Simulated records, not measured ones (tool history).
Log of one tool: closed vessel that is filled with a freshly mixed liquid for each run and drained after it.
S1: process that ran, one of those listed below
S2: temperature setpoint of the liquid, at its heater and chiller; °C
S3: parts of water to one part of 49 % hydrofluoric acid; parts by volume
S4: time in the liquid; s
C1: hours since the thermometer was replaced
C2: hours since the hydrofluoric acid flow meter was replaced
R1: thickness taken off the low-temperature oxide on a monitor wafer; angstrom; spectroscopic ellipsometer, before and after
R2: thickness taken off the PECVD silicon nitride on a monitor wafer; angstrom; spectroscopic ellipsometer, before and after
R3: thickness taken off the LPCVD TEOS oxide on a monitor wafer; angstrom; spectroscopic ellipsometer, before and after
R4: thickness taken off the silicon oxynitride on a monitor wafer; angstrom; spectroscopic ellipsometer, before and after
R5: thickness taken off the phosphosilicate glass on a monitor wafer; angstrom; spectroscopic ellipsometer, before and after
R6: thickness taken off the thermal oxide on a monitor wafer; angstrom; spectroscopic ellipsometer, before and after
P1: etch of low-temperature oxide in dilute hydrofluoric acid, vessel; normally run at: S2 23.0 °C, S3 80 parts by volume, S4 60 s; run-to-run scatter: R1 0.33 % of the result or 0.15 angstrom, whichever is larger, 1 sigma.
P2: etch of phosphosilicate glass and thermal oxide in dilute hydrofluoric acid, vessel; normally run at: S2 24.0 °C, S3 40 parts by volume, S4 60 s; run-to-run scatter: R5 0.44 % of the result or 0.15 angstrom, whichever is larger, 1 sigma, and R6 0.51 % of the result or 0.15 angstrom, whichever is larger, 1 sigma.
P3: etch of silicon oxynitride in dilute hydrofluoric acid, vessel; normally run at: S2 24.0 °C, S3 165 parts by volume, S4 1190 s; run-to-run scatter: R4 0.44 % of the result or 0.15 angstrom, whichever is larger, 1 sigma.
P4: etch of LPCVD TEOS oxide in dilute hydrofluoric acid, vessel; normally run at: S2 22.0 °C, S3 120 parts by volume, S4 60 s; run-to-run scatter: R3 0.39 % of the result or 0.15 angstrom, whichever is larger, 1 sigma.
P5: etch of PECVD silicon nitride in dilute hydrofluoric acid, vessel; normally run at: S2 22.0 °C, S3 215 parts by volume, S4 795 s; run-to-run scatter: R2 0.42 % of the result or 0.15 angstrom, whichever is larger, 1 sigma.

{"run": 1, "hour": 6.2, "S1": "P1", "S2": 23.0, "S3": 80, "S4": 60, "C1": 706.3, "C2": 462.9, "R1": 252.39}
{"run": 2, "hour": 17.4, "S1": "P5", "S2": 22.0, "S3": 215, "S4": 795, "C1": 717.5, "C2": 474.1, "R2": 63.347}
{"run": 3, "hour": 28.5, "S1": "P1", "S2": 19.0, "S3": 80, "S4": 30, "C1": 728.6, "C2": 485.2, "R1": 107.89}
{"run": 4, "hour": 35.4, "S1": "P1", "S2": 23.0, "S3": 80, "S4": 60, "C1": 735.5, "C2": 492.1, "R1": 253.56}
{"run": 5, "hour": 45.5, "S1": "P4", "S2": 22.0, "S3": 120, "S4": 30, "C1": 745.6, "C2": 502.2, "R3": 128.26}
{"run": 6, "hour": 54.2, "S1": "P3", "S2": 24.0, "S3": 165, "S4": 1190, "C1": 754.3, "C2": 510.9, "R4": 296.27}
{"run": 7, "hour": 59.8, "S1": "P3", "S2": 17.5, "S3": 165, "S4": 1190, "C1": 759.9, "C2": 516.5, "R4": 219.85}
{"run": 8, "hour": 71.1, "S1": "P5", "S2": 30.0, "S3": 215, "S4": 795, "C1": 771.2, "C2": 527.8, "R2": 103.71}
{"run": 9, "hour": 81.2, "S1": "P1", "S2": 23.0, "S3": 30, "S4": 60, "C1": 781.3, "C2": 537.9, "R1": 722.41}
{"run": 10, "hour": 87.7, "S1": "P1", "S2": 23.0, "S3": 80, "S4": 60, "C1": 787.8, "C2": 544.4, "R1": 253.01}
{"run": 11, "hour": 100.7, "S1": "P5", "S2": 22.0, "S3": 115, "S4": 795, "C1": 800.8, "C2": 557.4, "R2": 116.79}
{"run": 12, "hour": 111.1, "S1": "P1", "S2": 17.5, "S3": 80, "S4": 60, "C1": 811.2, "C2": 567.8, "R1": 201.9}
{"run": 13, "hour": 123.7, "S1": "P3", "S2": 24.0, "S3": 165, "S4": 115, "C1": 823.8, "C2": 580.4, "R4": 28.746}
{"run": 14, "hour": 131.6, "S1": "P4", "S2": 22.0, "S3": 40, "S4": 60, "C1": 831.7, "C2": 588.3, "R3": 847.19}
{"run": 15, "hour": 140.9, "S1": "P2", "S2": 30.0, "S3": 40, "S4": 60, "C1": 841.0, "C2": 597.6, "R5": 2480.4, "R6": 94.498}
{"run": 16, "hour": 153.1, "S1": "P1", "S2": 23.0, "S3": 80, "S4": 60, "C1": 853.2, "C2": 609.8, "R1": 253.94}
{"run": 17, "hour": 158.9, "S1": "P3", "S2": 24.0, "S3": 165, "S4": 1190, "C1": 859.0, "C2": 615.6, "R4": 295.32}
{"run": 18, "hour": 168.7, "S1": "P1", "S2": 23.0, "S3": 80, "S4": 30, "C1": 868.8, "C2": 625.4, "R1": 127.78}
{"run": 19, "hour": 178.6, "S1": "P2", "S2": 24.0, "S3": 40, "S4": 60, "C1": 878.7, "C2": 635.3, "R5": 1958.4, "R6": 74.973}
{"run": 20, "hour": 188.8, "S1": "P1", "S2": 23.0, "S3": 145, "S4": 60, "C1": 888.9, "C2": 645.5, "R1": 129.62}
{"run": 21, "hour": 199.5, "S1": "P1", "S2": 23.0, "S3": 80, "S4": 60, "C1": 899.6, "C2": 656.2, "R1": 253.28}
{"run": 22, "hour": 207.6, "S1": "P2", "S2": 24.0, "S3": 40, "S4": 60, "C1": 907.7, "C2": 664.3, "R5": 1948.8, "R6": 73.413}
{"run": 23, "hour": 217.6, "S1": "P1", "S2": 28.5, "S3": 80, "S4": 30, "C1": 917.7, "C2": 674.3, "R1": 157.54}
{"run": 24, "hour": 223.8, "S1": "P3", "S2": 24.0, "S3": 270, "S4": 1190, "C1": 923.9, "C2": 680.5, "R4": 168.11}
{"run": 25, "hour": 232.0, "S1": "P2", "S2": 24.0, "S3": 75, "S4": 60, "C1": 932.1, "C2": 688.7, "R5": 988.88, "R6": 37.411}
{"run": 26, "hour": 239.6, "S1": "P2", "S2": 24.0, "S3": 40, "S4": 30, "C1": 939.7, "C2": 696.3, "R5": 975.41, "R6": 37.087}
{"run": 27, "hour": 251.6, "S1": "P4", "S2": 22.0, "S3": 120, "S4": 60, "C1": 951.7, "C2": 708.3, "R3": 256.01}
{"run": 28, "hour": 260.6, "S1": "P4", "S2": 30.0, "S3": 120, "S4": 60, "C1": 960.7, "C2": 717.3, "R3": 349.38}
{"run": 29, "hour": 268.3, "S1": "P1", "S2": 23.0, "S3": 80, "S4": 60, "C1": 968.4, "C2": 725.0, "R1": 253.11}
{"run": 30, "hour": 277.9, "S1": "P5", "S2": 22.0, "S3": 215, "S4": 795, "C1": 978.0, "C2": 734.6, "R2": 63.685}
{"run": 31, "hour": 285.9, "S1": "P5", "S2": 22.0, "S3": 215, "S4": 1515, "C1": 986.0, "C2": 742.6, "R2": 121.1}
{"run": 32, "hour": 298.1, "S1": "P1", "S2": 29.5, "S3": 80, "S4": 60, "C1": 998.2, "C2": 754.8, "R1": 328.68}
{"run": 33, "hour": 306.9, "S1": "P1", "S2": 23.0, "S3": 80, "S4": 60, "C1": 1007.0, "C2": 763.6, "R1": 253.28}
{"run": 34, "hour": 315.4, "S1": "P1", "S2": 23.0, "S3": 80, "S4": 90, "C1": 1015.5, "C2": 772.1, "R1": 382.07}
{"run": 35, "hour": 324.7, "S1": "P1", "S2": 23.0, "S3": 80, "S4": 60, "C1": 1024.8, "C2": 781.4, "R1": 253.92}
{"run": 36, "hour": 336.1, "S1": "P1", "S2": 23.0, "S3": 80, "S4": 60, "C1": 1036.2, "C2": 792.8, "R1": 243.91}
{"run": 37, "hour": 347.5, "S1": "P1", "S2": 23.0, "S3": 80, "S4": 60, "C1": 1047.6, "C2": 804.2, "R1": 241.07}
{"run": 38, "hour": 353.3, "S1": "P1", "S2": 23.0, "S3": 80, "S4": 60, "C1": 1053.4, "C2": 810.0, "R1": 239.97}
{"run": 39, "hour": 363.0, "S1": "P1", "S2": 23.0, "S3": 80, "S4": 60, "C1": 1063.1, "C2": 819.7, "R1": 238.21}
{"run": 40, "hour": 369.2, "S1": "P1", "S2": 23.0, "S3": 80, "S4": 60, "C1": 1069.3, "C2": 825.9, "R1": 238.0}
{"run": 41, "hour": 381.7, "S1": "P1", "S2": 23.0, "S3": 80, "S4": 60, "C1": 1081.8, "C2": 838.4, "R1": 237.62}

What P1 gives has crept away from where it was. These 2 causes fit the log equally well, each at the size given:
A: hydrofluoric acid flow below the setpoint (%) = 5.79
B: liquid colder than its thermometer reads (K) = 1.61
The creep began at about hour 324.7.

4 check runs are offered, one wafer each, their results left as question marks. Which one tells the causes apart?
{"run": "check 1", "hour": 394.2, "S1": "P4", "S2": 27.5, "S3": 120, "S4": 30, "R3": "?"}
{"run": "check 2", "hour": 394.2, "S1": "P2", "S2": 24.0, "S3": 70, "S4": 30, "R5": "?", "R6": "?"}
{"run": "check 3", "hour": 394.2, "S1": "P5", "S2": 25.0, "S3": 215, "S4": 1360, "R2": "?"}
{"run": "check 4", "hour": 394.2, "S1": "P3", "S2": 20.0, "S3": 265, "S4": 1190, "R4": "?"}

What each check would give under each cause:
check=check_1 result=R3 if_A=148.30 if_B=149.48
check=check_2 result=R5 if_A=501.41 if_B=501.14
check=check_2 result=R6 if_A=19.109 if_B=19.099
check=check_3 result=R2 if_A=123.240 if_B=118.210
check=check_4 result=R4 if_A=134.540 if_B=134.070
How far apart the two closest causes lie, in the result that separates them most: check 1 0.79 %; check 2 0.05 %; check 3 4.17 %; check 4 0.35 %
Only check 3 tells the causes apart: in the others they would give nearly the same result.

Check 3 was then run and gave: R2 124.180 angstrom. Which cause is it?

It is A: hydrofluoric acid flow below the setpoint (%).
